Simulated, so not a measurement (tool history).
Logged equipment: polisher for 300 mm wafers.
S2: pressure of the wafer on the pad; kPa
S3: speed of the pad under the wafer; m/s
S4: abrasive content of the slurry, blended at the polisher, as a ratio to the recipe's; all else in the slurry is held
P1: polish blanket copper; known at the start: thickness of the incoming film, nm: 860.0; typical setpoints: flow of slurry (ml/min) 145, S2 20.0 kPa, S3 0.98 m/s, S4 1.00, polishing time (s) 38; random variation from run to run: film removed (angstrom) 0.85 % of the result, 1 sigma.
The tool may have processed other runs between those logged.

run 1 hour=5.6 | flow_of_slurry_(ml/min)=145 S2=20.0 S3=0.98 S4=1.00 polishing_time_(s)=38 | film_removed_(angstrom)=938.03
run 2 hour=17.4 | flow_of_slurry_(ml/min)=145 S2=20.0 S3=0.98 S4=1.00 polishing_time_(s)=38 | film_removed_(angstrom)=922.84
run 3 hour=26.7 | flow_of_slurry_(ml/min)=100 S2=25.5 S3=0.98 S4=1.00 polishing_time_(s)=38 | film_removed_(angstrom)=1103.00
run 4 hour=39.3 | flow_of_slurry_(ml/min)=110 S2=9.0 S3=0.98 S4=1.00 polishing_time_(s)=38 | film_removed_(angstrom)=396.79
run 5 hour=50.0 | flow_of_slurry_(ml/min)=145 S2=11.0 S3=0.98 S4=1.00 polishing_time_(s)=38 | film_removed_(angstrom)=513.67
-- hour=55.3 worn pad replaced by a new one
run 6 hour=60.7 | flow_of_slurry_(ml/min)=215 S2=20.0 S3=0.98 S4=1.00 polishing_time_(s)=38 | film_removed_(angstrom)=981.81
run 7 hour=72.3 | flow_of_slurry_(ml/min)=145 S2=20.0 S3=0.98 S4=1.00 polishing_time_(s)=38 | film_removed_(angstrom)=934.52
run 8 hour=78.1 | flow_of_slurry_(ml/min)=145 S2=20.0 S3=0.98 S4=1.00 polishing_time_(s)=38 | film_removed_(angstrom)=930.98
run 9 hour=84.5 | flow_of_slurry_(ml/min)=85 S2=20.0 S3=0.98 S4=1.00 polishing_time_(s)=38 | film_removed_(angstrom)=832.46
run 10 hour=93.6 | flow_of_slurry_(ml/min)=145 S2=20.0 S3=0.98 S4=1.00 polishing_time_(s)=49 | film_removed_(angstrom)=1203.90
run 11 hour=99.6 | flow_of_slurry_(ml/min)=145 S2=20.0 S3=0.72 S4=0.55 polishing_time_(s)=38 | film_removed_(angstrom)=611.80
run 12 hour=105.3 | flow_of_slurry_(ml/min)=145 S2=20.0 S3=0.60 S4=1.00 polishing_time_(s)=38 | film_removed_(angstrom)=561.04
run 13 hour=117.7 | flow_of_slurry_(ml/min)=145 S2=20.0 S3=0.98 S4=0.50 polishing_time_(s)=38 | film_removed_(angstrom)=815.66
run 14 hour=123.8 | flow_of_slurry_(ml/min)=145 S2=20.0 S3=0.98 S4=1.00 polishing_time_(s)=38 | film_removed_(angstrom)=924.98
run 15 hour=136.3 | flow_of_slurry_(ml/min)=145 S2=20.0 S3=0.98 S4=1.00 polishing_time_(s)=28 | film_removed_(angstrom)=689.92
run 16 hour=145.6 | flow_of_slurry_(ml/min)=145 S2=20.0 S3=0.98 S4=1.35 polishing_time_(s)=38 | film_removed_(angstrom)=994.86
run 17 hour=157.0 | flow_of_slurry_(ml/min)=145 S2=20.0 S3=1.38 S4=1.00 polishing_time_(s)=38 | film_removed_(angstrom)=1321.20
run 18 hour=165.6 | flow_of_slurry_(ml/min)=145 S2=20.0 S3=0.98 S4=1.00 polishing_time_(s)=38 | film_removed_(angstrom)=941.75
run 19 hour=176.9 | flow_of_slurry_(ml/min)=145 S2=30.3 S3=0.98 S4=1.00 polishing_time_(s)=38 | film_removed_(angstrom)=1414.00
run 20 hour=185.9 | flow_of_slurry_(ml/min)=145 S2=20.0 S3=0.98 S4=1.00 polishing_time_(s)=38 | film_removed_(angstrom)=942.55
run 21 hour=198.4 | flow_of_slurry_(ml/min)=145 S2=20.0 S3=0.98 S4=1.00 polishing_time_(s)=38 | film_removed_(angstrom)=908.75
run 22 hour=211.1 | flow_of_slurry_(ml/min)=145 S2=20.0 S3=0.98 S4=1.00 polishing_time_(s)=38 | film_removed_(angstrom)=898.45
run 23 hour=220.4 | flow_of_slurry_(ml/min)=145 S2=20.0 S3=0.98 S4=1.00 polishing_time_(s)=38 | film_removed_(angstrom)=895.94

What will run 24 give?
run 24 hour=226.2 | flow_of_slurry_(ml/min)=145 S2=20.0 S3=0.98 S4=1.00 polishing_time_(s)=38 | film_removed_(angstrom)=?

For run 24 the tool returned film removed (angstrom) 875.56.
